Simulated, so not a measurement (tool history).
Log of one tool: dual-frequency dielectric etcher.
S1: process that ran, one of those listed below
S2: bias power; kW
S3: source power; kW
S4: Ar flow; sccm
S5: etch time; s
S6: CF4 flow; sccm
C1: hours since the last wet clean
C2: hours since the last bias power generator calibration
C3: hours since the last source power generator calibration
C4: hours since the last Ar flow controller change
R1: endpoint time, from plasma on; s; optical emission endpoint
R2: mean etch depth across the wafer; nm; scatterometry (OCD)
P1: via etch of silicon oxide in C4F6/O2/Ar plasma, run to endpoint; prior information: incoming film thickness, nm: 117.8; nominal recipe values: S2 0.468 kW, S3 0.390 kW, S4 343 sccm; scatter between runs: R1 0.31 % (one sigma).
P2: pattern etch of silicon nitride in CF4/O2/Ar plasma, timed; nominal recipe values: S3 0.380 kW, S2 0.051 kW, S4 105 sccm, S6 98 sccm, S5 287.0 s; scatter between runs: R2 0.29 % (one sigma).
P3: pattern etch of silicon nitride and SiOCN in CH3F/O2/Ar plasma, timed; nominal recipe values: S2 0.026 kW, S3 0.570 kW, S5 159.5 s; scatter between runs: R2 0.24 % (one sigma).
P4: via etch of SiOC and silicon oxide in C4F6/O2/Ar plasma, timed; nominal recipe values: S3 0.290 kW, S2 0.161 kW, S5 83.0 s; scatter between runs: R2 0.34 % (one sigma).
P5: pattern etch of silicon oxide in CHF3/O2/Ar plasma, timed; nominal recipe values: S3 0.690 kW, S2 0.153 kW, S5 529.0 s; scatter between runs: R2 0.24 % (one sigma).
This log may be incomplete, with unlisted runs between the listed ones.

run,hour,S1,S2,S3,S4,S5,S6,C1,C2,C3,C4,R1,R2
1,4.7,P1,0.468,0.390,343,,,112.5,884.6,750.0,2563.9,27.709,
2,12.3,P3,0.026,0.570,,104.5,,120.1,892.2,757.6,2571.5,,17.243
3,20.5,P3,0.026,0.570,,159.5,,128.3,900.4,765.8,2579.7,,26.244
4,28.3,P2,0.051,0.470,105,287.0,98,136.1,908.2,773.6,2587.5,,506.110
5,34.2,P5,0.153,0.930,,529.0,,142.0,914.1,779.5,2593.4,,1153.600
6,39.2,P4,0.161,0.290,,83.0,,147.0,919.1,784.5,2598.4,,78.048
7,47.7,P1,0.468,0.390,343,,,155.5,927.6,793.0,2606.9,27.581,
8,55.9,P3,0.026,0.570,,159.5,,163.7,935.8,801.2,2615.1,,26.295
9,59.6,P5,0.114,0.690,,529.0,,167.4,939.5,804.9,2618.8,,932.840
10,66.3,P1,0.468,0.390,343,,,174.1,946.2,811.6,2625.5,27.695,
11,72.1,P1,0.468,0.390,343,,,179.9,952.0,817.4,2631.3,27.708,
12,77.5,P1,0.468,0.460,343,,,185.3,957.4,822.8,2636.7,25.910,
13,84.2,P5,0.153,0.690,,529.0,,192.0,964.1,829.5,2643.4,,1030.100
14,90.6,P4,0.127,0.290,,83.0,,198.4,970.5,835.9,2649.8,,72.686
15,97.0,P1,0.328,0.390,343,,,204.8,976.9,842.3,2656.2,31.322,
16,102.6,P1,0.468,0.390,343,,,210.4,982.5,847.9,2661.8,27.762,
17,106.9,P1,0.468,0.390,244,,,214.7,986.8,852.2,2666.1,26.594,
18,111.1,P1,0.468,0.300,343,,,218.9,991.0,856.4,2670.3,30.485,
19,114.9,P2,0.051,0.380,105,287.0,80,222.7,994.8,860.2,2674.1,,411.080
20,118.9,P2,0.051,0.380,105,287.0,98,226.7,998.8,864.2,2678.1,,421.970
21,124.2,P5,0.153,0.690,,291.0,,232.0,1004.1,869.5,2683.4,,566.920
22,130.4,P1,0.555,0.520,343,,,238.2,1010.3,875.7,2689.6,23.276,
23,136.4,P1,0.633,0.390,343,,,244.2,1016.3,881.7,2695.6,24.402,
24,142.4,P4,0.161,0.390,,83.0,,250.2,1022.3,887.7,2701.6,,87.833
25,148.6,P2,0.051,0.380,105,404.0,98,256.4,1028.5,893.9,2707.8,,592.470
26,155.3,P3,0.034,0.570,,159.5,,263.1,1035.2,900.6,2714.5,,29.735
27,160.5,P3,0.026,0.670,,159.5,,268.3,1040.4,905.8,2719.7,,27.886
28,165.3,P1,0.468,0.390,343,,,273.1,1045.2,910.6,2724.5,27.677,
29,169.9,P4,0.161,0.290,,45.5,,277.7,1049.8,915.2,2729.1,,43.039
30,176.0,P2,0.051,0.380,145,287.0,98,283.8,1055.9,921.3,2735.2,,404.430
31,181.5,P1,0.468,0.390,433,,,289.3,1061.4,926.8,2740.7,28.291,
32,189.0,P2,0.065,0.380,105,287.0,98,296.8,1068.9,934.3,2748.2,,464.520
33,195.1,P1,0.468,0.390,343,,,302.9,1075.0,940.4,2754.3,27.772,
34,201.4,P1,0.468,0.390,343,,,309.2,1081.3,946.7,2760.6,27.450,
35,205.7,P1,0.468,0.390,343,,,313.5,1085.6,951.0,2764.9,27.450,
36,212.7,P1,0.468,0.390,343,,,320.5,1092.6,958.0,2771.9,27.219,
# hour 218.3: Ar flow controller replaced
37,220.6,P1,0.468,0.390,343,,,328.4,1100.5,965.9,2.3,27.280,
# hour 222.7: wet clean of the chamber
38,225.5,P1,0.468,0.390,343,,,2.8,1105.4,970.8,7.2,27.145,
39,231.7,P1,0.468,0.390,343,,,9.0,1111.6,977.0,13.4,27.200,
40,237.5,P1,0.468,0.390,343,,,14.8,1117.4,982.8,19.2,27.178,

For run 41, what comes out?
41,244.9,P1,0.468,0.390,343,,,22.2,1124.8,990.2,26.6,?,

Run 41 came out at R1 27.086 s.
